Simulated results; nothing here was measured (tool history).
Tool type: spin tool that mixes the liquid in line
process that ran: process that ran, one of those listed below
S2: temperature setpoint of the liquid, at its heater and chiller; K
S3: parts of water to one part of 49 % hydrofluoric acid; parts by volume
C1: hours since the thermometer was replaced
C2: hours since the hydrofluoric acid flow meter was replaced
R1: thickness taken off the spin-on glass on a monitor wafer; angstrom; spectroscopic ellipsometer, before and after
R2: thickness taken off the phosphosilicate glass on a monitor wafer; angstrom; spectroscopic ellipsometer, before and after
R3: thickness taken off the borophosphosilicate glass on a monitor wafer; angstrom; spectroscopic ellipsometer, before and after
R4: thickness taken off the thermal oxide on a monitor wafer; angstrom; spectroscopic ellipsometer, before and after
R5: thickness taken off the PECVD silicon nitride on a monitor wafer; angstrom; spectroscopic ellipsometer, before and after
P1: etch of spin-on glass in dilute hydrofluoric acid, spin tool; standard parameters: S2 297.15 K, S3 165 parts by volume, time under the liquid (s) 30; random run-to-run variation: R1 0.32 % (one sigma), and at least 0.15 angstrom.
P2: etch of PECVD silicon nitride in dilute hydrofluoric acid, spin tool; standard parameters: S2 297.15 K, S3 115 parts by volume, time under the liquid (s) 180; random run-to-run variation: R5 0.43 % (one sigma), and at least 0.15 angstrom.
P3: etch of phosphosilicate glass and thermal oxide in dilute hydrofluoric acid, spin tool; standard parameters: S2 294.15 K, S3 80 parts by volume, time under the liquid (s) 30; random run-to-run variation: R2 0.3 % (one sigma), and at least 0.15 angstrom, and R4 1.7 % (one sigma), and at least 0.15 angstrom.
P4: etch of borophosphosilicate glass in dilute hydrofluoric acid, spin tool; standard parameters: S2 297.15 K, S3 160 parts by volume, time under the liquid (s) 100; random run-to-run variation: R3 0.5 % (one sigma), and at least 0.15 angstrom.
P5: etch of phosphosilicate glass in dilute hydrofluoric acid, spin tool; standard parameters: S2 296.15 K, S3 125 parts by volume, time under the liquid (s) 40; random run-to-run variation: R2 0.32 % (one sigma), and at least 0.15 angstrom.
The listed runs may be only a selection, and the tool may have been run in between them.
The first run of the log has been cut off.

run 2 day=0.662 | process_that_ran=P1 S2=297.15 S3=165 time_under_the_liquid_(s)=30 | C1=465.0 C2=1408.6 | R1=92.890
run 3 day=0.938 | process_that_ran=P5 S2=296.15 S3=125 time_under_the_liquid_(s)=40 | C1=471.6 C2=1415.2 | R2=181.340
run 4 day=1.350 | process_that_ran=P1 S2=297.15 S3=165 time_under_the_liquid_(s)=30 | C1=481.5 C2=1425.1 | R1=92.987
run 5 day=1.629 | process_that_ran=P4 S2=297.15 S3=160 time_under_the_liquid_(s)=100 | C1=488.2 C2=1431.8 | R3=201.840
run 6 day=1.992 | process_that_ran=P3 S2=294.15 S3=80 time_under_the_liquid_(s)=55 | C1=496.9 C2=1440.5 | R2=1299.800 R4=28.6790
run 7 day=2.225 | process_that_ran=P1 S2=297.15 S3=165 time_under_the_liquid_(s)=15 | C1=502.5 C2=1446.1 | R1=46.455
run 8 day=2.483 | process_that_ran=P2 S2=297.15 S3=115 time_under_the_liquid_(s)=355 | C1=508.7 C2=1452.3 | R5=172.670
run 9 day=2.750 | process_that_ran=P5 S2=296.15 S3=80 time_under_the_liquid_(s)=40 | C1=515.1 C2=1458.7 | R2=299.880
run 10 day=3.058 | process_that_ran=P1 S2=297.15 S3=165 time_under_the_liquid_(s)=30 | C1=522.5 C2=1466.1 | R1=92.852
run 11 day=3.508 | process_that_ran=P1 S2=297.15 S3=265 time_under_the_liquid_(s)=30 | C1=533.3 C2=1476.9 | R1=52.053
run 12 day=3.850 | process_that_ran=P5 S2=296.15 S3=125 time_under_the_liquid_(s)=20 | C1=541.5 C2=1485.1 | R2=90.842
run 13 day=4.050 | process_that_ran=P2 S2=297.15 S3=160 time_under_the_liquid_(s)=180 | C1=546.3 C2=1489.9 | R5=62.840
run 14 day=4.321 | process_that_ran=P1 S2=297.15 S3=165 time_under_the_liquid_(s)=30 | C1=552.8 C2=1496.4 | R1=93.370
run 15 day=4.758 | process_that_ran=P1 S2=297.15 S3=110 time_under_the_liquid_(s)=15 | C1=563.3 C2=1506.9 | R1=74.603
run 16 day=4.996 | process_that_ran=P1 S2=297.15 S3=165 time_under_the_liquid_(s)=30 | C1=569.0 C2=1512.6 | R1=93.097
run 17 day=5.204 | process_that_ran=P3 S2=302.15 S3=80 time_under_the_liquid_(s)=30 | C1=574.0 C2=1517.6 | R2=978.830 R4=21.9680
run 18 day=5.588 | process_that_ran=P4 S2=297.15 S3=285 time_under_the_liquid_(s)=100 | C1=583.2 C2=1526.8 | R3=99.094
run 19 day=5.829 | process_that_ran=P1 S2=292.65 S3=165 time_under_the_liquid_(s)=30 | C1=589.0 C2=1532.6 | R1=77.672
run 20 day=6.117 | process_that_ran=P3 S2=294.15 S3=145 time_under_the_liquid_(s)=30 | C1=595.9 C2=1539.5 | R2=361.500 R4=8.4174
run 21 day=6.442 | process_that_ran=P4 S2=297.15 S3=160 time_under_the_liquid_(s)=35 | C1=603.7 C2=1547.3 | R3=69.901
run 22 day=6.867 | process_that_ran=P2 S2=297.15 S3=115 time_under_the_liquid_(s)=180 | C1=613.9 C2=1557.5 | R5=87.597
run 23 day=7.138 | process_that_ran=P1 S2=297.15 S3=80 time_under_the_liquid_(s)=30 | C1=620.4 C2=1564.0 | R1=213.020
run 24 day=7.438 | process_that_ran=P5 S2=296.15 S3=125 time_under_the_liquid_(s)=40 | C1=627.6 C2=1571.2 | R2=181.950
run 25 day=7.808 | process_that_ran=P4 S2=291.65 S3=160 time_under_the_liquid_(s)=100 | C1=636.5 C2=1580.1 | R3=162.080
run 26 day=8.054 | process_that_ran=P2 S2=297.15 S3=115 time_under_the_liquid_(s)=180 | C1=642.4 C2=1586.0 | R5=86.978

The next listed run, before its measurement:
run 27 day=8.425 | process_that_ran=P3 S2=294.15 S3=80 time_under_the_liquid_(s)=30 | C1=651.3 C2=1594.9 | R2=? R4=?

R2: 709.700 angstrom
R4: 15.3670 angstrom

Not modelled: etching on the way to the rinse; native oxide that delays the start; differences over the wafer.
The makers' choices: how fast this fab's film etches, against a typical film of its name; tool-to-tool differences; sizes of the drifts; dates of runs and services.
